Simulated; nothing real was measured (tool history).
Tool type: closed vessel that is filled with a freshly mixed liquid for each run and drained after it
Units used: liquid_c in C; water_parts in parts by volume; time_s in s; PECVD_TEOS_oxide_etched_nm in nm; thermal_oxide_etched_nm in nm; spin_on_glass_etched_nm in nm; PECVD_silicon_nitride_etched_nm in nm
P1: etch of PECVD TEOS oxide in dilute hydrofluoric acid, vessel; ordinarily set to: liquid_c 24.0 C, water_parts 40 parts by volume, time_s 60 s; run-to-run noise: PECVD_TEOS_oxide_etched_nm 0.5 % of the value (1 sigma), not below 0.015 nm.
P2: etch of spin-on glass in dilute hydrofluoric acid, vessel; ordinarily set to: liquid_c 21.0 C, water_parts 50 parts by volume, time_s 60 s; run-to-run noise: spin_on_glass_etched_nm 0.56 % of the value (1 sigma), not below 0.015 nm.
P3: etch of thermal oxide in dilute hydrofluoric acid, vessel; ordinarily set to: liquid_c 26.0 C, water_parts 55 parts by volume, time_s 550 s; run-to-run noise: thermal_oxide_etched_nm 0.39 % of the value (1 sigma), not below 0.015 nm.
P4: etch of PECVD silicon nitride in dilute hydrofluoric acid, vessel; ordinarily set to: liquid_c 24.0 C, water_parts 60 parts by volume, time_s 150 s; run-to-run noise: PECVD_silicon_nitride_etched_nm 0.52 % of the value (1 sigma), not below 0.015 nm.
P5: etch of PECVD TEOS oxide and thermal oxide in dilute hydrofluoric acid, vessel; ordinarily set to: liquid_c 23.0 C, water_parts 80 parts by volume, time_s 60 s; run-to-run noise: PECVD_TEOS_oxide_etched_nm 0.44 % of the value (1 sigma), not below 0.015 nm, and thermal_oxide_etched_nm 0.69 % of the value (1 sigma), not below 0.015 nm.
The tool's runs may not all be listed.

run     day  process  liquid_c  water_parts  time_s  hours since the thermometer was replaced  hours since the hydrofluoric acid flow meter was replaced  PECVD_TEOS_oxide_etched_nm  thermal_oxide_etched_nm  spin_on_glass_etched_nm  PECVD_silicon_nitride_etched_nm
  1   0.204       P1      24.0           40      60                                     666.7                                                     1562.4                     19.9850
  2   0.579       P3      26.0           80     550                                     675.7                                                     1571.4                                              34.9660
  3   0.912       P3      26.0           55     550                                     683.7                                                     1579.4                                              52.9140
  4   1.329       P1      24.0           55      60                                     693.7                                                     1589.4                     14.2110
  5   1.688       P1      24.0           20      60                                     702.3                                                     1598.0                     40.8430
  6   1.975       P2      21.0           50      60                                     709.2                                                     1604.9                                                                        67.809
  7   2.162       P1      19.0           40      60                                     713.7                                                     1609.4                     16.1210
  8   2.529       P1      24.0           40      60                                     722.5                                                     1618.2                     19.8120
  9   2.933       P1      24.0           40      60                                     732.2                                                     1627.9                     19.8620
 10   3.346       P1      24.0           40      60                                     742.1                                                     1637.8                     20.0650
 11   3.708       P2      21.0           50      90                                     750.8                                                     1646.5                                                                       102.510
 12   3.921       P1      24.0           40      35                                     755.9                                                     1651.6                     11.6530
 13   4.133       P1      31.5           40      60                                     761.0                                                     1656.7                     27.1200
 14   4.492       P5      23.0           80      60                                     769.6                                                     1665.3                     10.4910                   3.7479
 15   4.879       P1      18.0           40      85                                     778.9                                                     1674.6                     21.8110
 16   5.121       P5      31.5           80      60                                     784.7                                                     1680.4                     14.6380                   5.1492
 17   5.467       P4      24.0           20     150                                     793.0                                                     1688.7                                                                                                        13.8320
 18   5.721       P1      24.0           40      95                                     799.1                                                     1694.8                     31.7640
 19   5.958       P5      23.0           80      60                                     804.8                                                     1700.5                     10.4610                   3.7325
 20   6.200       P5      23.0           80      30                                     810.6                                                     1706.3                      5.2015                   1.8295
 21   6.458       P1      24.0           70     105                                     816.8                                                     1712.5                     19.2490
 22   6.779       P3      26.0           55      30                                     824.5                                                     1720.2                                               2.9072
 23   7.017       P4      19.5           60     150                                     830.2                                                     1725.9                                                                                                         3.5247
 24   7.329       P3      20.5           55     550                                     837.7                                                     1733.4                                              41.9520
 25   7.733       P2      21.0           20      60                                     847.4                                                     1743.1                                                                       175.300
 26   8.071       P2      25.0           50      60                                     855.5                                                     1751.2                                                                        80.711
 27   8.488       P4      24.0           60     150                                     865.5                                                     1761.2                                                                                                         4.7981
 28   8.888       P5      23.0          120      60                                     875.1                                                     1770.8                      6.6672                   2.3114
 29   9.188       P4      24.0           60      60                                     882.3                                                     1778.0                                                                                                         1.9251
 30   9.379       P1      24.0           40      60                                     886.9                                                     1782.6                     19.9420
 31   9.758       P1      24.0           40      60                                     896.0                                                     1791.7                     19.2180
 32  10.154       P1      24.0           40      60                                     905.5                                                     1801.2                     18.7320
 33  10.458       P1      24.0           40      60                                     912.8                                                     1808.5                     18.8200
 34  10.708       P1      24.0           40      60                                     918.8                                                     1814.5                     18.6710
 35  10.967       P1      24.0           40      60                                     925.0                                                     1820.7                     18.6220
 36  11.238       P1      24.0           40      60                                     931.5                                                     1827.2                     18.5630
 37  11.433       P1      24.0           40      60                                     936.2                                                     1831.9                     18.5510
 38  11.767       P1      24.0           40      60                                     944.2                                                     1839.9                     18.3890
 39  12.121       P1      24.0           40      60                                     952.7                                                     1848.4                     18.5000

Compared with where it was, what P1 gives has crept away. Each cause listed below fits the log as well as the rest, at the size given for it:
A: liquid colder than its thermometer reads (K) = 1.82
B: hydrofluoric acid flow below the setpoint (%) = 6.92
Onset of the creep was near day 9.379.

Question marks stand in for the results of the 4 check runs listed below, each run on one wafer. Under which run would the listed causes show clearly different results?
check 1  12.475       P4      24.0           60     150                                                                                                                                                                                                                   ?
check 2  12.475       P3      26.0           55     550                                                                                                                                                         ?
check 3  12.475       P5      23.0           80      60                                                                                                                                ?                        ?
check 4  12.475       P2      21.0           50      60                                                                                                                                                                                  ?

Outcome of each check run for each possible cause:
  check                           result     if A     if B
check 1  PECVD_silicon_nitride_etched_nm   4.2315   4.4600
check 2          thermal_oxide_etched_nm  49.1440  48.9770
check 3       PECVD_TEOS_oxide_etched_nm   9.7182   9.6729
check 3          thermal_oxide_etched_nm   3.4512   3.4351
check 4          spin_on_glass_etched_nm   63.097   63.154
Separation of the two closest causes in each check, using whichever result separates them best: check 1 5.26 %; check 2 0.34 %; check 3 0.47 %; check 4 0.09 %
Of the check runs offered, only check 1 discriminates between the causes; the rest would read about the same regardless of which cause applies.

With check 1 done, the readings were: PECVD_silicon_nitride_etched_nm 4.2011 nm. Identify which of the listed causes applies.

It is A: liquid colder than its thermometer reads (K).
